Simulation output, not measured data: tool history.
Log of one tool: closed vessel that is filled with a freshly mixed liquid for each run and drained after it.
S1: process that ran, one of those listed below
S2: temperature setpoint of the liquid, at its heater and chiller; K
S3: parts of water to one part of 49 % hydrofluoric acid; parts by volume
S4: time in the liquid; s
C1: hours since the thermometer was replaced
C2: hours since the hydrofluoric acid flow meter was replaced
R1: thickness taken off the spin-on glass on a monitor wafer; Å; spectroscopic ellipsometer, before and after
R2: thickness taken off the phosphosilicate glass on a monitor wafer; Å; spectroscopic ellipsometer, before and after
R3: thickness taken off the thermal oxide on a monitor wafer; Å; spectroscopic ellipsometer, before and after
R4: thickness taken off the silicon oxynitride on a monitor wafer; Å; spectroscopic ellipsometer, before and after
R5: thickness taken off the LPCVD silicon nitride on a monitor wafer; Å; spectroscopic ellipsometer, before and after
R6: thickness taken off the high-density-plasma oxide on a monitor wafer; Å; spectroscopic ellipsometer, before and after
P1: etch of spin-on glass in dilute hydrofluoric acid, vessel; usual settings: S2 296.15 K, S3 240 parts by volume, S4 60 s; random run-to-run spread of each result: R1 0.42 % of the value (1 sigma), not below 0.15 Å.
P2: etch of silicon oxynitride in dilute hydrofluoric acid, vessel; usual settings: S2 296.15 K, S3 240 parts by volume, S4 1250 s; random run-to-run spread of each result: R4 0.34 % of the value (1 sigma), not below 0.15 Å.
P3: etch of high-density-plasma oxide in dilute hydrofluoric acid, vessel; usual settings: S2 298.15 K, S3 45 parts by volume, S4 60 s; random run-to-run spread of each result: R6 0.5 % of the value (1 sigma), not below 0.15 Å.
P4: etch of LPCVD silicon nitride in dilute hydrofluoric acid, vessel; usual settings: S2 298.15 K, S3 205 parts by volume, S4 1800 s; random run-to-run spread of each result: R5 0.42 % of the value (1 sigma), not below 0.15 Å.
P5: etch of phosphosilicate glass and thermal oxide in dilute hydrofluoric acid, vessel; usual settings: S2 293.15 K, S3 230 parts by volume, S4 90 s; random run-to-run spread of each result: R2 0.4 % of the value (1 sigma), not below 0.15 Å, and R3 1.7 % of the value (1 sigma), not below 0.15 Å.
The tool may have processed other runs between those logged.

Run 1, day 0.196: S1 P1, S2 296.15 K, S3 240 parts by volume, S4 60 s; C1 444.9; C2 110.7. Result: R1 81.403 Å.
Run 2, day 0.296: S1 P5, S2 293.15 K, S3 230 parts by volume, S4 165 s; C1 447.3; C2 113.1. Result: R2 851.56 Å, R3 24.4400 Å.
Run 3, day 0.438: S1 P2, S2 291.65 K, S3 240 parts by volume, S4 1250 s; C1 450.7; C2 116.5. Result: R4 89.009 Å.
Run 4, day 0.625: S1 P1, S2 296.15 K, S3 240 parts by volume, S4 60 s; C1 455.2; C2 121.0. Result: R1 81.962 Å.
Run 5, day 0.783: S1 P4, S2 298.15 K, S3 320 parts by volume, S4 1800 s; C1 459.0; C2 124.8. Result: R5 30.932 Å.
Run 6, day 0.933: S1 P1, S2 296.15 K, S3 240 parts by volume, S4 100 s; C1 462.6; C2 128.4. Result: R1 136.880 Å.
Run 7, day 1.100: S1 P1, S2 291.65 K, S3 240 parts by volume, S4 60 s; C1 466.6; C2 132.4. Result: R1 69.565 Å.
Run 8, day 1.300: S1 P1, S2 292.65 K, S3 240 parts by volume, S4 85 s; C1 471.4; C2 137.2. Result: R1 101.340 Å.
Run 9, day 1.392: S1 P1, S2 296.15 K, S3 240 parts by volume, S4 60 s; C1 473.6; C2 139.4. Result: R1 81.478 Å.
Run 10, day 1.504: S1 P1, S2 296.15 K, S3 90 parts by volume, S4 60 s; C1 476.3; C2 142.1. Result: R1 259.210 Å.
At day 1.667: thermometer replaced.
Run 11, day 1.675: S1 P3, S2 304.65 K, S3 45 parts by volume, S4 60 s; C1 0.3; C2 146.2. Result: R6 178.43 Å.
Run 12, day 1.808: S1 P1, S2 296.15 K, S3 240 parts by volume, S4 30 s; C1 3.5; C2 149.4. Result: R1 41.006 Å.
Run 13, day 1.946: S1 P3, S2 298.15 K, S3 45 parts by volume, S4 90 s; C1 6.8; C2 152.7. Result: R6 205.56 Å.
Run 14, day 2.129: S1 P1, S2 296.15 K, S3 410 parts by volume, S4 60 s; C1 11.2; C2 157.1. Result: R1 40.811 Å.
Run 15, day 2.300: S1 P2, S2 296.15 K, S3 430 parts by volume, S4 1250 s; C1 15.3; C2 161.2. Result: R4 54.010 Å.
Run 16, day 2.454: S1 P1, S2 296.15 K, S3 240 parts by volume, S4 60 s; C1 19.0; C2 164.9. Result: R1 81.607 Å.
Run 17, day 2.625: S1 P3, S2 298.15 K, S3 80 parts by volume, S4 60 s; C1 23.1; C2 169.0. Result: R6 73.60 Å.
Run 18, day 2.750: S1 P4, S2 298.15 K, S3 205 parts by volume, S4 3565 s; C1 26.1; C2 172.0. Result: R5 96.033 Å.
Run 19, day 2.946: S1 P2, S2 296.15 K, S3 240 parts by volume, S4 1250 s; C1 30.8; C2 176.7. Result: R4 109.480 Å.
Run 20, day 3.112: S1 P4, S2 294.15 K, S3 205 parts by volume, S4 1800 s; C1 34.8; C2 180.7. Result: R5 37.830 Å.
Run 21, day 3.212: S1 P1, S2 296.15 K, S3 135 parts by volume, S4 100 s; C1 37.2; C2 183.1. Result: R1 273.620 Å.
Run 22, day 3.312: S1 P5, S2 293.15 K, S3 340 parts by volume, S4 90 s; C1 39.6; C2 185.5. Result: R2 285.69 Å, R3 8.4826 Å.
Run 23, day 3.438: S1 P3, S2 298.15 K, S3 45 parts by volume, S4 60 s; C1 42.6; C2 188.5. Result: R6 136.87 Å.
Run 24, day 3.567: S1 P2, S2 296.15 K, S3 240 parts by volume, S4 2245 s; C1 45.7; C2 191.6. Result: R4 195.930 Å.
Run 25, day 3.654: S1 P5, S2 290.15 K, S3 230 parts by volume, S4 90 s; C1 47.8; C2 193.7. Result: R2 414.60 Å, R3 11.6780 Å.
Run 26, day 3.846: S1 P1, S2 296.15 K, S3 240 parts by volume, S4 60 s; C1 52.4; C2 198.3. Result: R1 81.810 Å.
Run 27, day 4.029: S1 P4, S2 298.15 K, S3 205 parts by volume, S4 1800 s; C1 56.8; C2 202.7. Result: R5 48.329 Å.
Run 28, day 4.221: S1 P1, S2 296.15 K, S3 240 parts by volume, S4 60 s; C1 61.4; C2 207.3. Result: R1 81.617 Å.
At day 4.296: hydrofluoric acid flow meter replaced.
Run 29, day 4.350: S1 P5, S2 293.15 K, S3 230 parts by volume, S4 90 s; C1 64.5; C2 1.3. Result: R2 465.18 Å, R3 13.5240 Å.
Run 30, day 4.512: S1 P3, S2 298.15 K, S3 45 parts by volume, S4 60 s; C1 68.4; C2 5.2. Result: R6 137.85 Å.
Run 31, day 4.717: S1 P1, S2 300.65 K, S3 240 parts by volume, S4 60 s; C1 73.3; C2 10.1. Result: R1 96.477 Å.
Run 32, day 4.829: S1 P4, S2 298.15 K, S3 205 parts by volume, S4 1800 s; C1 76.0; C2 12.8. Result: R5 48.500 Å.
Run 33, day 4.921: S1 P1, S2 296.15 K, S3 240 parts by volume, S4 60 s; C1 78.2; C2 15.0. Result: R1 81.795 Å.
Run 34, day 5.012: S1 P1, S2 296.15 K, S3 240 parts by volume, S4 60 s; C1 80.4; C2 17.2. Result: R1 82.913 Å.
Run 35, day 5.125: S1 P1, S2 296.15 K, S3 240 parts by volume, S4 60 s; C1 83.1; C2 19.9. Result: R1 83.913 Å.
Run 36, day 5.312: S1 P1, S2 296.15 K, S3 240 parts by volume, S4 60 s; C1 87.6; C2 24.4. Result: R1 84.614 Å.
Run 37, day 5.412: S1 P1, S2 296.15 K, S3 240 parts by volume, S4 60 s; C1 90.0; C2 26.8. Result: R1 85.426 Å.
Run 38, day 5.512: S1 P1, S2 296.15 K, S3 240 parts by volume, S4 60 s; C1 92.4; C2 29.2. Result: R1 85.612 Å.
Run 39, day 5.608: S1 P1, S2 296.15 K, S3 240 parts by volume, S4 60 s; C1 94.7; C2 31.5. Result: R1 86.316 Å.
Run 40, day 5.717: S1 P1, S2 296.15 K, S3 240 parts by volume, S4 60 s; C1 97.3; C2 34.1. Result: R1 86.122 Å.
Run 41, day 5.838: S1 P1, S2 296.15 K, S3 240 parts by volume, S4 60 s; C1 100.2; C2 37.0. Result: R1 86.464 Å.
Run 42, day 5.925: S1 P1, S2 296.15 K, S3 240 parts by volume, S4 60 s; C1 102.3; C2 39.1. Result: R1 86.516 Å.
Run 43, day 6.075: S1 P1, S2 296.15 K, S3 240 parts by volume, S4 60 s; C1 105.9; C2 42.7. Result: R1 85.890 Å.
Run 44, day 6.208: S1 P1, S2 296.15 K, S3 240 parts by volume, S4 60 s; C1 109.1; C2 45.9. Result: R1 86.704 Å.

Something has made what P1 gives creep away from where it was; the 2 causes below, each at its own stated size, fit the log equally well:
A: hydrofluoric acid flow above the setpoint (%) = 4.28
B: liquid hotter than its thermometer reads (K) = 1.44
The onset of the drift is placed at about day 4.921.

Which of the 4 check runs listed below separates the causes, so that each cause would produce a clearly different result? Each run uses one wafer, and its results are marked with question marks.
Run check 1, day 6.342: S1 P3, S2 303.65 K, S3 45 parts by volume, S4 60 s. Result: R6 ?.
Run check 2, day 6.342: S1 P5, S2 290.15 K, S3 230 parts by volume, S4 160 s. Result: R2 ?, R3 ?.
Run check 3, day 6.342: S1 P2, S2 296.15 K, S3 380 parts by volume, S4 2225 s. Result: R4 ?.
Run check 4, day 6.342: S1 P4, S2 298.15 K, S3 280 parts by volume, S4 1800 s. Result: R5 ?.

Expected result of each check under each candidate cause:
  check  result     if A     if B
check 1      R6   178.90   180.94
check 2      R2   774.91   779.37
check 2      R3  22.4350  22.5640
check 3      R4  118.000  118.870
check 4      R5   37.124   38.841
Distance between the nearest two causes, measured in the result of the check that separates them most: check 1 1.14 %; check 2 0.57 %; check 3 0.74 %; check 4 4.52 %
The other checks would show nearly matching results whichever cause is true, so check 4 is the only one that separates the causes.

Check 4 was then run and gave: R5 38.896 Å. Which cause is it?

The cause is B: liquid hotter than its thermometer reads (K).
